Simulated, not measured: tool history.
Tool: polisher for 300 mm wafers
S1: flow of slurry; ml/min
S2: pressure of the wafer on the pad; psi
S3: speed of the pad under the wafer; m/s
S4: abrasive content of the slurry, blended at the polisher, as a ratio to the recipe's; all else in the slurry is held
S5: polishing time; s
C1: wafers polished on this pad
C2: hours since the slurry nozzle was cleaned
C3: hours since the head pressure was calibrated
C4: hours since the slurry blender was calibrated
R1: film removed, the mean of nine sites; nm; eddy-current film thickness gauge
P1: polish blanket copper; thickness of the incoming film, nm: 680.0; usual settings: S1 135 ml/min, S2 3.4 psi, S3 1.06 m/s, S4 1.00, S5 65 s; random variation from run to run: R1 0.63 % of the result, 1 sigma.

run	hour	S1	S2	S3	S4	S5	C1	C2	C3	C4	R1
1	10.1	135	3.4	1.06	1.00	65	245	525.8	297.8	217.7	199.570
2	24.1	135	4.5	1.06	1.00	65	372	539.8	311.8	231.7	261.440
3	32.4	135	1.9	0.54	1.00	65	448	548.1	320.1	240.0	56.603
4	43.9	210	3.4	1.06	1.00	65	552	559.6	331.6	251.5	210.820
5	51.5	135	3.4	1.06	1.00	65	621	567.2	339.2	259.1	200.150
6	60.0	135	3.4	1.06	1.40	65	698	575.7	347.7	267.6	213.480
7	72.4	135	3.4	0.48	1.00	65	811	588.1	360.1	280.0	89.287
8	81.5	135	4.5	1.06	0.55	65	893	597.2	369.2	289.1	233.160
9	91.3	135	3.4	1.42	1.00	65	982	607.0	379.0	298.9	266.740
10	106.9	135	3.4	1.06	1.00	103	1124	622.6	394.6	314.5	316.980
# hour 112.2: slurry blender recalibrated
11	114.9	135	1.5	1.06	1.00	65	1196	630.6	402.6	2.7	86.832
12	125.6	90	3.4	1.06	1.00	65	1293	641.3	413.3	13.4	182.200
13	138.6	135	3.4	1.06	1.00	65	1411	654.3	426.3	26.4	199.300
14	153.5	135	3.4	1.06	1.00	65	1546	669.2	441.2	41.3	201.260
15	165.5	80	2.5	1.06	1.00	65	1655	681.2	453.2	53.3	130.310
16	175.3	135	3.4	1.06	1.00	65	1744	691.0	463.0	63.1	200.330
17	187.5	135	3.4	1.06	0.70	65	1855	703.2	475.2	75.3	181.770
18	196.9	135	3.4	1.06	1.00	47	1940	712.6	484.6	84.7	144.060
19	207.2	135	3.4	1.06	1.00	65	2034	722.9	494.9	95.0	199.370
20	214.9	135	3.4	1.06	1.00	65	2104	730.6	502.6	102.7	198.150

Forecast run 21:
21	226.2	135	3.4	1.06	1.00	65	2206	741.9	513.9	114.0	?

{"run 21": {"R1": 191.73}}
